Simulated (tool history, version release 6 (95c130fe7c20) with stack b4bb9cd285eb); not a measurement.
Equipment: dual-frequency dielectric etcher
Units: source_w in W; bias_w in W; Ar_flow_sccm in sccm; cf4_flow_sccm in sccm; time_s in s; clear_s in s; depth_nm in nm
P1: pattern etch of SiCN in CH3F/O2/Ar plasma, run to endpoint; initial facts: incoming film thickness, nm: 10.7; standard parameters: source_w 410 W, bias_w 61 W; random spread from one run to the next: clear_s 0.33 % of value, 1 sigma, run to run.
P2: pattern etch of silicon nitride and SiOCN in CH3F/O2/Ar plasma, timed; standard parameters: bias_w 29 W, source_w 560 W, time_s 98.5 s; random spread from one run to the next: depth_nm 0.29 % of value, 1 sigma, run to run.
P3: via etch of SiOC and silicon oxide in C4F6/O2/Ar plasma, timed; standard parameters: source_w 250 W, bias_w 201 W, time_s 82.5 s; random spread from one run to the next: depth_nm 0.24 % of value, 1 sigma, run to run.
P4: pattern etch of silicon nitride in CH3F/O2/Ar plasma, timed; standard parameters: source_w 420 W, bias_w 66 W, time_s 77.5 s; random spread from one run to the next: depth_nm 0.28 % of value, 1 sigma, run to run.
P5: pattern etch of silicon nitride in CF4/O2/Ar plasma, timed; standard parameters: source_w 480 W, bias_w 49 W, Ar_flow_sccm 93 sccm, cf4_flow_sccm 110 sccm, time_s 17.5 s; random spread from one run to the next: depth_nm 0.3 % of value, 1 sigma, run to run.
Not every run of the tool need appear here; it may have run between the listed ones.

Run 1, hour 5.8: process P1, source_w 410 W, bias_w 61 W. Result: clear_s 30.489 s.
Run 2, hour 15.4: process P5, source_w 480 W, bias_w 49 W, Ar_flow_sccm 114 sccm, cf4_flow_sccm 110 sccm, time_s 17.5 s. Result: depth_nm 32.829 nm.
Run 3, hour 21.8: process P3, source_w 350 W, bias_w 201 W, time_s 82.5 s. Result: depth_nm 92.543 nm.
Run 4, hour 27.6: process P1, source_w 410 W, bias_w 61 W. Result: clear_s 30.483 s.
At hour 33.0: wet clean of the chamber.
Run 5, hour 37.7: process P4, source_w 420 W, bias_w 49 W, time_s 77.5 s. Result: depth_nm 49.070 nm.
Run 6, hour 43.9: process P4, source_w 420 W, bias_w 66 W, time_s 77.5 s. Result: depth_nm 54.144 nm.
Run 7, hour 50.0: process P5, source_w 480 W, bias_w 49 W, Ar_flow_sccm 93 sccm, cf4_flow_sccm 110 sccm, time_s 17.5 s. Result: depth_nm 33.711 nm.
Run 8, hour 58.2: process P1, source_w 410 W, bias_w 61 W. Result: clear_s 30.527 s.
Run 9, hour 65.6: process P4, source_w 420 W, bias_w 66 W, time_s 42.5 s. Result: depth_nm 29.603 nm.
Run 10, hour 73.0: process P1, source_w 410 W, bias_w 50 W. Result: clear_s 32.740 s.
Run 11, hour 82.4: process P5, source_w 480 W, bias_w 49 W, Ar_flow_sccm 93 sccm, cf4_flow_sccm 110 sccm, time_s 23.5 s. Result: depth_nm 45.031 nm.
Run 12, hour 89.7: process P2, source_w 560 W, bias_w 29 W, time_s 68.5 s. Result: depth_nm 11.973 nm.
Run 13, hour 97.1: process P1, source_w 410 W, bias_w 61 W. Result: clear_s 30.339 s.
Run 14, hour 103.8: process P1, source_w 410 W, bias_w 61 W. Result: clear_s 30.402 s.
Run 15, hour 113.6: process P2, source_w 370 W, bias_w 29 W, time_s 98.5 s. Result: depth_nm 14.874 nm.
Run 16, hour 121.3: process P1, source_w 410 W, bias_w 83 W. Result: clear_s 27.400 s.
Run 17, hour 128.7: process P3, source_w 250 W, bias_w 201 W, time_s 48.5 s. Result: depth_nm 48.059 nm.
Run 18, hour 134.1: process P1, source_w 310 W, bias_w 61 W. Result: clear_s 33.970 s.
Run 19, hour 142.4: process P5, source_w 480 W, bias_w 49 W, Ar_flow_sccm 93 sccm, cf4_flow_sccm 110 sccm, time_s 17.5 s. Result: depth_nm 33.508 nm.
Run 20, hour 147.6: process P5, source_w 480 W, bias_w 49 W, Ar_flow_sccm 93 sccm, cf4_flow_sccm 143 sccm, time_s 17.5 s. Result: depth_nm 34.642 nm.
Run 21, hour 153.5: process P2, source_w 560 W, bias_w 29 W, time_s 98.5 s. Result: depth_nm 17.146 nm.
Run 22, hour 158.0: process P5, source_w 480 W, bias_w 38 W, Ar_flow_sccm 93 sccm, cf4_flow_sccm 110 sccm, time_s 17.5 s. Result: depth_nm 30.723 nm.
Run 23, hour 163.2: process P3, source_w 250 W, bias_w 201 W, time_s 82.5 s. Result: depth_nm 81.317 nm.
Run 24, hour 170.6: process P1, source_w 490 W, bias_w 49 W. Result: clear_s 30.503 s.
Run 25, hour 179.8: process P1, source_w 510 W, bias_w 61 W. Result: clear_s 28.042 s.
Run 26, hour 189.5: process P1, source_w 270 W, bias_w 48 W. Result: clear_s 38.675 s.
Run 27, hour 197.6: process P2, source_w 560 W, bias_w 29 W, time_s 98.5 s. Result: depth_nm 17.157 nm.
Run 28, hour 202.8: process P3, source_w 250 W, bias_w 201 W, time_s 82.5 s. Result: depth_nm 81.203 nm.
Run 29, hour 211.1: process P3, source_w 250 W, bias_w 139 W, time_s 82.5 s. Result: depth_nm 72.053 nm.
Run 30, hour 221.2: process P2, source_w 560 W, bias_w 17 W, time_s 98.5 s. Result: depth_nm 13.603 nm.
Run 31, hour 229.7: process P4, source_w 280 W, bias_w 66 W, time_s 77.5 s. Result: depth_nm 46.370 nm.
Run 32, hour 238.5: process P5, source_w 570 W, bias_w 49 W, Ar_flow_sccm 93 sccm, cf4_flow_sccm 110 sccm, time_s 17.5 s. Result: depth_nm 39.215 nm.
Run 33, hour 244.9: process P4, source_w 420 W, bias_w 66 W, time_s 77.5 s. Result: depth_nm 53.653 nm.
Run 34, hour 251.0: process P1, source_w 410 W, bias_w 61 W. Result: clear_s 30.497 s.
Run 35, hour 257.3: process P1, source_w 410 W, bias_w 61 W. Result: clear_s 30.594 s.
Run 36, hour 262.1: process P1, source_w 410 W, bias_w 61 W. Result: clear_s 30.625 s.
Run 37, hour 269.8: process P1, source_w 410 W, bias_w 61 W. Result: clear_s 30.909 s.
Run 38, hour 274.2: process P1, source_w 410 W, bias_w 61 W. Result: clear_s 30.834 s.
At hour 279.0: wet clean of the chamber.
Run 39, hour 284.0: process P1, source_w 410 W, bias_w 61 W. Result: clear_s 31.027 s.
Run 40, hour 290.5: process P1, source_w 410 W, bias_w 61 W. Result: clear_s 31.077 s.
Run 41, hour 300.3: process P1, source_w 410 W, bias_w 61 W. Result: clear_s 31.037 s.
Run 42, hour 305.9: process P1, source_w 410 W, bias_w 61 W. Result: clear_s 31.047 s.
Run 43, hour 310.8: process P1, source_w 410 W, bias_w 61 W. Result: clear_s 31.090 s.
Run 44, hour 315.9: process P1, source_w 410 W, bias_w 61 W. Result: clear_s 30.807 s.
Run 45, hour 324.5: process P1, source_w 410 W, bias_w 61 W. Result: clear_s 30.859 s.

Compared with where it was, what P1 gives has crept away. Each cause listed below fits the log as well as the rest, at the size given for it:
A: source power that arrives under what is set, % = 4.26
B: bias power that arrives under what is set, % = 4.78
The gradual shift began around hour 251.0.
Every other cause this tool's parts could produce, and why it does not fit the log:
chamber walls in a state that lowers the etch rate, %: its service at hour 279.0 followed the start of the drift and did not put the process back to its old value

Consider the 4 check runs below, whose results appear as question marks and each of which averages 2 wafers. Which one distinguishes the causes, in that each cause would give it a clearly different result?
Run check 1, hour 333.1: process P4, source_w 300 W, bias_w 66 W, time_s 48.5 s. Result: depth_nm ?.
Run check 2, hour 333.1: process P5, source_w 480 W, bias_w 49 W, Ar_flow_sccm 112 sccm, cf4_flow_sccm 133 sccm, time_s 17.5 s. Result: depth_nm ?.
Run check 3, hour 333.1: process P2, source_w 470 W, bias_w 18 W, time_s 98.5 s. Result: depth_nm ?.
Run check 4, hour 333.1: process P3, source_w 340 W, bias_w 201 W, time_s 82.5 s. Result: depth_nm ?.

If the cause were each of the candidates in turn, the checks would give the following:
  check    result    if A    if B
check 1  depth_nm  29.201  29.193
check 2  depth_nm  32.293  32.952
check 3  depth_nm  12.894  12.830
check 4  depth_nm  89.954  89.995
Distance between the nearest two causes, measured in the result of the check that separates them most: check 1 0.03 %; check 2 2.02 %; check 3 0.49 %; check 4 0.05 %
Of the check runs offered, only check 2 discriminates between the causes; the rest would read about the same regardless of which cause applies.

With check 2 done, the readings were: depth_nm 32.971 nm. Identify which of the listed causes applies.

It is B: bias power that arrives under what is set, %.

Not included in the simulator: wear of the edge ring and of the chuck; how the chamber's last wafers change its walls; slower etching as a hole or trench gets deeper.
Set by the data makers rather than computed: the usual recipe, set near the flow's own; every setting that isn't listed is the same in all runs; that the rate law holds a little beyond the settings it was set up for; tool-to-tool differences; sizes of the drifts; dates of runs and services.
